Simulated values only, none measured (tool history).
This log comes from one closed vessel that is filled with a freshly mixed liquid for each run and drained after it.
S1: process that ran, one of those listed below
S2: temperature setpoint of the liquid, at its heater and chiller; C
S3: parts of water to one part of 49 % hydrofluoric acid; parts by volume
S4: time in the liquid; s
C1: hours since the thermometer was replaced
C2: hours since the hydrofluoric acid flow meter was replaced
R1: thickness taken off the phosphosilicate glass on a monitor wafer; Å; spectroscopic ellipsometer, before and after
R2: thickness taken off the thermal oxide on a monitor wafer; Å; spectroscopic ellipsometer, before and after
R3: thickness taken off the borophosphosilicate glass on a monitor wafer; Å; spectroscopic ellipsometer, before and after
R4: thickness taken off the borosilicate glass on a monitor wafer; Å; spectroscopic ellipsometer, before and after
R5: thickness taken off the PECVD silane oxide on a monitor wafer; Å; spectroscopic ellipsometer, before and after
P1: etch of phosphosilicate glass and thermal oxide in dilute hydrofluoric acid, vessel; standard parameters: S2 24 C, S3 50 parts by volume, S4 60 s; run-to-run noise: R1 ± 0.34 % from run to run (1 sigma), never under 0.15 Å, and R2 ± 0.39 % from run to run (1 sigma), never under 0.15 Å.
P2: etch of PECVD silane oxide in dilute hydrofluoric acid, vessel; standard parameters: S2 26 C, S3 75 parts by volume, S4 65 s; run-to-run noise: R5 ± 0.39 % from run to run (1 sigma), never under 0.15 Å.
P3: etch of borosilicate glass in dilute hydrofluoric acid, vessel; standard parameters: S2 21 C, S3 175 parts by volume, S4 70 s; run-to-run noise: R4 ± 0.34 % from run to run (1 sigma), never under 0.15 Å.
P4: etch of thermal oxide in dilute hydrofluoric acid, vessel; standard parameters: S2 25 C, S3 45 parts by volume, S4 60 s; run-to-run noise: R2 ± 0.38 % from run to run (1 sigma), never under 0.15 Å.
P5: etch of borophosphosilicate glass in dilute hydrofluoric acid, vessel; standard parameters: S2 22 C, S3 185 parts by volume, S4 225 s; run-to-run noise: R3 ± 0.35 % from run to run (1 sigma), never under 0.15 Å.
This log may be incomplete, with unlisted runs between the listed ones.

run 1 hour=7.4 | S1=P1 S2=24 S3=50 S4=60 | C1=820.1 C2=711.7 | R1=2627 R2=56.629
run 2 hour=14.2 | S1=P5 S2=22 S3=45 S4=225 | C1=826.9 C2=718.5 | R3=1467.5
run 3 hour=23.1 | S1=P1 S2=24 S3=50 S4=60 | C1=835.8 C2=727.4 | R1=2640.3 R2=56.371
run 4 hour=27.6 | S1=P5 S2=22 S3=185 S4=30 | C1=840.3 C2=731.9 | R3=40.091
run 5 hour=33.9 | S1=P3 S2=21 S3=325 S4=70 | C1=846.6 C2=738.2 | R4=53.384
run 6 hour=38.5 | S1=P3 S2=29 S3=175 S4=70 | C1=851.2 C2=742.8 | R4=154.45
run 7 hour=45.9 | S1=P2 S2=26 S3=75 S4=30 | C1=858.6 C2=750.2 | R5=132.91
run 8 hour=53.5 | S1=P3 S2=21 S3=175 S4=70 | C1=866.2 C2=757.8 | R4=114.5
run 9 hour=58.5 | S1=P1 S2=24 S3=50 S4=60 | C1=871.2 C2=762.8 | R1=2615 R2=56.242
run 10 hour=63 | S1=P1 S2=24 S3=50 S4=100 | C1=875.7 C2=767.3 | R1=4348.7 R2=93.51
run 11 hour=71 | S1=P1 S2=24 S3=25 S4=60 | C1=883.7 C2=775.3 | R1=5439.4 R2=116.62
run 12 hour=77.9 | S1=P1 S2=30 S3=50 S4=95 | C1=890.6 C2=782.2 | R1=5295.3 R2=114
run 13 hour=84.2 | S1=P2 S2=26 S3=20 S4=65 | C1=896.9 C2=788.5 | R5=1169.5
run 14 hour=91.5 | S1=P4 S2=25 S3=65 S4=60 | C1=904.2 C2=795.8 | R2=46.17
run 15 hour=97.4 | S1=P5 S2=18 S3=185 S4=225 | C1=910.1 C2=801.7 | R3=260.18
run 16 hour=103 | S1=P5 S2=22 S3=185 S4=225 | C1=915.7 C2=807.3 | R3=301.95
run 17 hour=107.2 | S1=P1 S2=31.5 S3=50 S4=60 | C1=919.9 C2=811.5 | R1=3552.7 R2=76.241
run 18 hour=113.8 | S1=P1 S2=24 S3=50 S4=60 | C1=926.5 C2=818.1 | R1=2632 R2=56.26
run 19 hour=121.8 | S1=P1 S2=24 S3=90 S4=60 | C1=934.5 C2=826.1 | R1=1391.7 R2=29.669
run 20 hour=128.8 | S1=P1 S2=24 S3=50 S4=30 | C1=941.5 C2=833.1 | R1=1315 R2=27.918
run 21 hour=133.8 | S1=P5 S2=22 S3=185 S4=225 | C1=946.5 C2=838.1 | R3=302.84
run 22 hour=142.6 | S1=P1 S2=24 S3=50 S4=60 | C1=955.3 C2=846.9 | R1=2636 R2=56.841
run 23 hour=147.6 | S1=P4 S2=29.5 S3=45 S4=60 | C1=960.3 C2=851.9 | R2=82.118
run 24 hour=153.3 | S1=P4 S2=25 S3=45 S4=60 | C1=966 C2=857.6 | R2=68.182
run 25 hour=161.2 | S1=P4 S2=25 S3=45 S4=60 | C1=973.9 C2=865.5 | R2=68.198
run 26 hour=167.8 | S1=P1 S2=24 S3=50 S4=60 | C1=980.5 C2=872.1 | R1=2633.6 R2=56.309
run 27 hour=174.4 | S1=P1 S2=31 S3=70 S4=60 | C1=987.1 C2=878.7 | R1=2418.9 R2=52.086
run 28 hour=181.3 | S1=P2 S2=30.5 S3=75 S4=65 | C1=994 C2=885.6 | R5=342.19
run 29 hour=187.5 | S1=P4 S2=25 S3=45 S4=90 | C1=1000.2 C2=891.8 | R2=102.77
run 30 hour=192 | S1=P3 S2=21 S3=175 S4=30 | C1=1004.7 C2=896.3 | R4=49.085
run 31 hour=196.5 | S1=P1 S2=19 S3=50 S4=60 | C1=1009.2 C2=900.8 | R1=2127.6 R2=46.022
run 32 hour=205.1 | S1=P1 S2=24 S3=75 S4=30 | C1=1017.8 C2=909.4 | R1=847.33 R2=18.182
run 33 hour=209.8 | S1=P2 S2=26 S3=75 S4=65 | C1=1022.5 C2=914.1 | R5=287.85
run 34 hour=217.4 | S1=P1 S2=24 S3=50 S4=60 | C1=1030.1 C2=921.7 | R1=2623.5 R2=56.507
run 35 hour=226.4 | S1=P1 S2=24 S3=50 S4=60 | C1=1039.1 C2=930.7 | R1=2537.3 R2=54.556
run 36 hour=234.3 | S1=P1 S2=24 S3=50 S4=60 | C1=1047 C2=938.6 | R1=2465.1 R2=53.398
run 37 hour=240.2 | S1=P1 S2=24 S3=50 S4=60 | C1=1052.9 C2=944.5 | R1=2451.3 R2=52.799
run 38 hour=246.4 | S1=P1 S2=24 S3=50 S4=60 | C1=1059.1 C2=950.7 | R1=2438.9 R2=52.117
run 39 hour=254.8 | S1=P1 S2=24 S3=50 S4=60 | C1=1067.5 C2=959.1 | R1=2408.5 R2=52.121
run 40 hour=263 | S1=P1 S2=24 S3=50 S4=60 | C1=1075.7 C2=967.3 | R1=2400.6 R2=51.796
run 41 hour=268.3 | S1=P1 S2=24 S3=50 S4=60 | C1=1081 C2=972.6 | R1=2404.9 R2=51.631
run 42 hour=277.5 | S1=P1 S2=24 S3=50 S4=60 | C1=1090.2 C2=981.8 | R1=2407.6 R2=51.901
run 43 hour=282.7 | S1=P1 S2=24 S3=50 S4=60 | C1=1095.4 C2=987 | R1=2400.8 R2=51.642

Something has made what P1 gives creep away from where it was; the 2 causes below, each at its own stated size, fit the log equally well:
A: hydrofluoric acid flow below the setpoint (%) = 8.27
B: liquid colder than its thermometer reads (K) = 2.23
The gradual shift began around hour 217.4.

Consider the 4 check runs below, whose results appear as question marks and each of which averages 2 wafers. Which one distinguishes the causes, in that each cause would give it a clearly different result?
run check 1 hour=287.9 | S1=P5 S2=22 S3=45 S4=100 | R3=?
run check 2 hour=287.9 | S1=P3 S2=21 S3=310 S4=70 | R4=?
run check 3 hour=287.9 | S1=P2 S2=29 S3=20 S4=65 | R5=?
run check 4 hour=287.9 | S1=P4 S2=25 S3=60 S4=60 | R2=?

How each check would come out, cause by cause:
check=check_1 result=R3 if_A=591.81 if_B=590.11
check=check_2 result=R4 if_A=50.958 if_B=52.521
check=check_3 result=R5 if_A=1206.9 if_B=1203.8
check=check_4 result=R2 if_A=45.747 if_B=45.857
Per-check spread between the two closest causes, in the result where they differ most: check 1 0.29 %; check 2 3.02 %; check 3 0.26 %; check 4 0.24 %
Check 2 tells the causes apart: in the others they would give nearly the same result.

After running check 2, the following was obtained: R4 51.033 Å. Which cause does this point to?

The cause is A: hydrofluoric acid flow below the setpoint (%).
